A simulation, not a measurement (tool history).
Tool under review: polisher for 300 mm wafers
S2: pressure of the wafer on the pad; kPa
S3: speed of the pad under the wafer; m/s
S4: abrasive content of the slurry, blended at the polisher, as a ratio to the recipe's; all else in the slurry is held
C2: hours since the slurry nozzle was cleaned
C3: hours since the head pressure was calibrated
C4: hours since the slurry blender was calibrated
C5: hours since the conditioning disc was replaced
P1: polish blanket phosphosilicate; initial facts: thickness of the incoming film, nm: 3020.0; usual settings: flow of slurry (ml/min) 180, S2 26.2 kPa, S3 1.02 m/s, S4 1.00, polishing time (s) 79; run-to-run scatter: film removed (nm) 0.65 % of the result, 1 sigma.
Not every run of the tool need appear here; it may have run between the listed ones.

Run 1, hour 14.1: flow of slurry (ml/min) 180, S2 26.2 kPa, S3 1.02 m/s, S4 1.00, polishing time (s) 79; wafers polished on this pad 514; C2 123.0; C3 438.2; C4 206.3; C5 50.2. Result: film removed (nm) 871.23.
Run 2, hour 21.3: flow of slurry (ml/min) 180, S2 39.3 kPa, S3 1.02 m/s, S4 1.00, polishing time (s) 79; wafers polished on this pad 565; C2 130.2; C3 445.4; C4 213.5; C5 57.4. Result: film removed (nm) 1298.30.
Run 3, hour 30.6: flow of slurry (ml/min) 285, S2 26.2 kPa, S3 1.02 m/s, S4 1.00, polishing time (s) 79; wafers polished on this pad 630; C2 139.5; C3 454.7; C4 222.8; C5 66.7. Result: film removed (nm) 915.69.
Run 4, hour 42.3: flow of slurry (ml/min) 180, S2 26.2 kPa, S3 1.02 m/s, S4 1.00, polishing time (s) 79; wafers polished on this pad 713; C2 151.2; C3 466.4; C4 234.5; C5 78.4. Result: film removed (nm) 868.20.
Run 5, hour 54.9: flow of slurry (ml/min) 180, S2 26.2 kPa, S3 1.02 m/s, S4 0.80, polishing time (s) 79; wafers polished on this pad 801; C2 163.8; C3 479.0; C4 247.1; C5 91.0. Result: film removed (nm) 781.83.
Run 6, hour 63.1: flow of slurry (ml/min) 180, S2 26.2 kPa, S3 1.02 m/s, S4 1.00, polishing time (s) 79; wafers polished on this pad 859; C2 172.0; C3 487.2; C4 255.3; C5 99.2. Result: film removed (nm) 873.33.
Run 7, hour 75.1: flow of slurry (ml/min) 180, S2 26.2 kPa, S3 1.58 m/s, S4 1.00, polishing time (s) 79; wafers polished on this pad 943; C2 184.0; C3 499.2; C4 267.3; C5 111.2. Result: film removed (nm) 1237.30.
Run 8, hour 85.2: flow of slurry (ml/min) 180, S2 26.2 kPa, S3 1.02 m/s, S4 1.50, polishing time (s) 79; wafers polished on this pad 1015; C2 194.1; C3 509.3; C4 277.4; C5 121.3. Result: film removed (nm) 1026.30.
Run 9, hour 99.8: flow of slurry (ml/min) 180, S2 26.2 kPa, S3 1.02 m/s, S4 1.00, polishing time (s) 36; wafers polished on this pad 1117; C2 208.7; C3 523.9; C4 292.0; C5 135.9. Result: film removed (nm) 395.43.
At hour 102.6: slurry nozzle cleaned.
Run 10, hour 110.4: flow of slurry (ml/min) 130, S2 26.2 kPa, S3 1.02 m/s, S4 1.00, polishing time (s) 79; wafers polished on this pad 1192; C2 7.8; C3 534.5; C4 302.6; C5 146.5. Result: film removed (nm) 813.74.
Run 11, hour 125.4: flow of slurry (ml/min) 180, S2 26.2 kPa, S3 1.02 m/s, S4 1.00, polishing time (s) 79; wafers polished on this pad 1298; C2 22.8; C3 549.5; C4 317.6; C5 161.5. Result: film removed (nm) 883.53.
Run 12, hour 139.4: flow of slurry (ml/min) 180, S2 26.2 kPa, S3 1.02 m/s, S4 1.00, polishing time (s) 117; wafers polished on this pad 1396; C2 36.8; C3 563.5; C4 331.6; C5 175.5. Result: film removed (nm) 1287.90.
Run 13, hour 154.6: flow of slurry (ml/min) 180, S2 26.2 kPa, S3 0.62 m/s, S4 1.00, polishing time (s) 79; wafers polished on this pad 1503; C2 52.0; C3 578.7; C4 346.8; C5 190.7. Result: film removed (nm) 578.82.
Run 14, hour 163.3: flow of slurry (ml/min) 180, S2 26.2 kPa, S3 1.02 m/s, S4 1.00, polishing time (s) 79; wafers polished on this pad 1564; C2 60.7; C3 587.4; C4 355.5; C5 199.4. Result: film removed (nm) 867.60.
Run 15, hour 171.2: flow of slurry (ml/min) 180, S2 26.2 kPa, S3 1.02 m/s, S4 1.00, polishing time (s) 79; wafers polished on this pad 1620; C2 68.6; C3 595.3; C4 363.4; C5 207.3. Result: film removed (nm) 870.18.
Run 16, hour 180.2: flow of slurry (ml/min) 180, S2 13.1 kPa, S3 1.02 m/s, S4 1.00, polishing time (s) 79; wafers polished on this pad 1683; C2 77.6; C3 604.3; C4 372.4; C5 216.3. Result: film removed (nm) 433.37.
Run 17, hour 191.3: flow of slurry (ml/min) 180, S2 11.7 kPa, S3 1.02 m/s, S4 1.35, polishing time (s) 79; wafers polished on this pad 1761; C2 88.7; C3 615.4; C4 383.5; C5 227.4. Result: film removed (nm) 437.27.
Run 18, hour 206.2: flow of slurry (ml/min) 180, S2 26.2 kPa, S3 1.02 m/s, S4 1.00, polishing time (s) 79; wafers polished on this pad 1866; C2 103.6; C3 630.3; C4 398.4; C5 242.3. Result: film removed (nm) 867.40.
Run 19, hour 216.0: flow of slurry (ml/min) 180, S2 26.2 kPa, S3 1.02 m/s, S4 1.00, polishing time (s) 79; wafers polished on this pad 1935; C2 113.4; C3 640.1; C4 408.2; C5 252.1. Result: film removed (nm) 831.68.
Run 20, hour 224.3: flow of slurry (ml/min) 180, S2 26.2 kPa, S3 1.02 m/s, S4 1.00, polishing time (s) 79; wafers polished on this pad 1994; C2 121.7; C3 648.4; C4 416.5; C5 260.4. Result: film removed (nm) 826.10.
At hour 230.7: worn pad replaced by a new one.
Run 21, hour 236.0: flow of slurry (ml/min) 180, S2 26.2 kPa, S3 1.02 m/s, S4 1.00, polishing time (s) 79; wafers polished on this pad 37; C2 133.4; C3 660.1; C4 428.2; C5 272.1. Result: film removed (nm) 806.47.
At hour 239.4: conditioning disc replaced and pad reconditioned.
Run 22, hour 245.9: flow of slurry (ml/min) 180, S2 26.2 kPa, S3 1.02 m/s, S4 1.00, polishing time (s) 79; wafers polished on this pad 107; C2 143.3; C3 670.0; C4 438.1; C5 6.5. Result: film removed (nm) 802.18.
At hour 252.8: head pressure recalibrated.
Run 23, hour 259.1: flow of slurry (ml/min) 180, S2 26.2 kPa, S3 1.02 m/s, S4 1.00, polishing time (s) 79; wafers polished on this pad 200; C2 156.5; C3 6.4; C4 451.3; C5 19.7. Result: film removed (nm) 797.81.
Run 24, hour 265.9: flow of slurry (ml/min) 180, S2 26.2 kPa, S3 1.02 m/s, S4 1.00, polishing time (s) 79; wafers polished on this pad 248; C2 163.3; C3 13.2; C4 458.1; C5 26.5. Result: film removed (nm) 798.44.
Run 25, hour 272.8: flow of slurry (ml/min) 180, S2 26.2 kPa, S3 1.02 m/s, S4 1.00, polishing time (s) 79; wafers polished on this pad 296; C2 170.2; C3 20.1; C4 465.0; C5 33.4. Result: film removed (nm) 793.34.

What P1 gives has crept away from where it was. These 2 causes fit the log equally well, each at the size given:
A: slurry flow missing at the pad, % = 36.8
B: abrasive missing from the slurry, % = 16.1
Creep in the process output first set in at about hour 206.2.
Every other cause this tool's parts could produce, and why it does not fit the log:
removal rate lost through wear of the pad, %: was serviced at hour 230.7, once the creep was under way, yet the earlier output never came back
head's pressure below its setpoint, %: was serviced at hour 252.8, once the creep was under way, yet the earlier output never came back
time polished since the conditioner stopped cutting, s: was serviced at hour 239.4, once the creep was under way, yet the earlier output never came back

Below are 4 check runs, each averaged over 5 wafers, with their results shown as question marks. Which of them would give clearly different results depending on which cause is behind the drift?
Run check 1, hour 279.7: flow of slurry (ml/min) 180, S2 26.2 kPa, S3 1.32 m/s, S4 1.00, polishing time (s) 96. Result: film removed (nm) ?.
Run check 2, hour 279.7: flow of slurry (ml/min) 180, S2 26.2 kPa, S3 0.62 m/s, S4 1.00, polishing time (s) 79. Result: film removed (nm) ?.
Run check 3, hour 279.7: flow of slurry (ml/min) 245, S2 26.2 kPa, S3 1.02 m/s, S4 1.00, polishing time (s) 109. Result: film removed (nm) ?.
Run check 4, hour 279.7: flow of slurry (ml/min) 180, S2 26.2 kPa, S3 1.44 m/s, S4 1.00, polishing time (s) 79. Result: film removed (nm) ?.

What every check run would give for each of its results, assuming each possible cause in turn:
  check             result     if A     if B
check 1  film removed (nm)  1194.50  1194.10
check 2  film removed (nm)   537.02   536.83
check 3  film removed (nm)  1171.40  1146.90
check 4  film removed (nm)  1053.80  1053.40
How far apart the two closest causes lie, in the result that separates them most: check 1 0.04 %; check 2 0.04 %; check 3 2.11 %; check 4 0.04 %
Only in check 3 would the causes give clearly different results; in the remaining checks their results would be nearly the same.

Running check 3 produced the following: film removed (nm) 1166.50. Which one of the listed causes fits?

The cause is A: slurry flow missing at the pad, %.

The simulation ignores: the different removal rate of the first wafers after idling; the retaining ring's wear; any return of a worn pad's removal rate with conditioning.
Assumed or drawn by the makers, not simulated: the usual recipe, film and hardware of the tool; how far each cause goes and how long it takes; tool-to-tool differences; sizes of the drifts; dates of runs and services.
